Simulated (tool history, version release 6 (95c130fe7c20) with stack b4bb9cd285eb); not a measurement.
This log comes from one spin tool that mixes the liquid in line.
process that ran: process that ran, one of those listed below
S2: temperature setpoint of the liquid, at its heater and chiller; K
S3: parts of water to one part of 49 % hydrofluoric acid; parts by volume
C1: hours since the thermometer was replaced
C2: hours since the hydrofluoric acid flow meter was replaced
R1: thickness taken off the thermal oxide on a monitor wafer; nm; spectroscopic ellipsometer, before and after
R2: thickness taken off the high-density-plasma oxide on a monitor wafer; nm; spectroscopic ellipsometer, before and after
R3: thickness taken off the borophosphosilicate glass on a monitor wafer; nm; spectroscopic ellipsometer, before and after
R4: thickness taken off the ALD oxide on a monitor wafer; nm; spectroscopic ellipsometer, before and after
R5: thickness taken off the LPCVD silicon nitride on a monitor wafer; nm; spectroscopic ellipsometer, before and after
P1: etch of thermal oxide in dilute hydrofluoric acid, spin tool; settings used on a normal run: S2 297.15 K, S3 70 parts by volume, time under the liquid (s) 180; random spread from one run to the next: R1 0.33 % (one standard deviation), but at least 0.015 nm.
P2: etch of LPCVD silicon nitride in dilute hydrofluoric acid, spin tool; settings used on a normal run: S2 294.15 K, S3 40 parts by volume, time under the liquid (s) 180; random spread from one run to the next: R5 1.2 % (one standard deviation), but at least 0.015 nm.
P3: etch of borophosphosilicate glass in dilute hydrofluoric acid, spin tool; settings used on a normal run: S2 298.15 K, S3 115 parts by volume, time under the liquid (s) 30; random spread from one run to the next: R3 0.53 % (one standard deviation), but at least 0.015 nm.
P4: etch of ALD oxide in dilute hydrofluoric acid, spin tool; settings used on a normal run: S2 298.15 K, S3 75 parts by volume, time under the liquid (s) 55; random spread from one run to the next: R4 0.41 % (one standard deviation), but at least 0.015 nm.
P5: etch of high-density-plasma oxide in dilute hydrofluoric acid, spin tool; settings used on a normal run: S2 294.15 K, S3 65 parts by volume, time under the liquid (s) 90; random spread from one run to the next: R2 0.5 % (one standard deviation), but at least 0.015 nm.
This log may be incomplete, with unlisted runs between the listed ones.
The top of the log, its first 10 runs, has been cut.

Run 11, hour 113.0: process that ran P5, S2 294.15 K, S3 90 parts by volume, time under the liquid (s) 90; C1 64.4; C2 465.5. Result: R2 5.3352 nm.
Run 12, hour 121.5: process that ran P1, S2 297.15 K, S3 20 parts by volume, time under the liquid (s) 180; C1 72.9; C2 474.0. Result: R1 49.25200 nm.
Run 13, hour 135.5: process that ran P4, S2 302.15 K, S3 75 parts by volume, time under the liquid (s) 55; C1 86.9; C2 488.0. Result: R4 19.1420 nm.
Run 14, hour 142.9: process that ran P4, S2 298.15 K, S3 75 parts by volume, time under the liquid (s) 15; C1 94.3; C2 495.4. Result: R4 4.5112 nm.
Run 15, hour 149.1: process that ran P1, S2 297.15 K, S3 110 parts by volume, time under the liquid (s) 30; C1 100.5; C2 501.6. Result: R1 1.31620 nm.
Run 16, hour 159.0: process that ran P1, S2 301.65 K, S3 70 parts by volume, time under the liquid (s) 180; C1 110.4; C2 511.5. Result: R1 15.80100 nm.
Run 17, hour 171.9: process that ran P1, S2 297.15 K, S3 125 parts by volume, time under the liquid (s) 180; C1 123.3; C2 524.4. Result: R1 6.90010 nm.
Run 18, hour 182.8: process that ran P2, S2 294.15 K, S3 40 parts by volume, time under the liquid (s) 15; C1 134.2; C2 535.3. Result: R5 0.15034 nm.
Run 19, hour 190.0: process that ran P1, S2 297.15 K, S3 115 parts by volume, time under the liquid (s) 15; C1 141.4; C2 542.5. Result: R1 0.67555 nm.
Run 20, hour 198.7: process that ran P1, S2 290.15 K, S3 70 parts by volume, time under the liquid (s) 180; C1 150.1; C2 551.2. Result: R1 9.86770 nm.
Run 21, hour 212.1: process that ran P2, S2 294.15 K, S3 25 parts by volume, time under the liquid (s) 180; C1 163.5; C2 564.6. Result: R5 2.92430 nm.

For run 22, what comes out?
Run 22, hour 222.1: process that ran P4, S2 298.15 K, S3 115 parts by volume, time under the liquid (s) 55; C1 173.5; C2 574.6. Result: R4 ?.

{"run 22": {"R4": 10.152}}
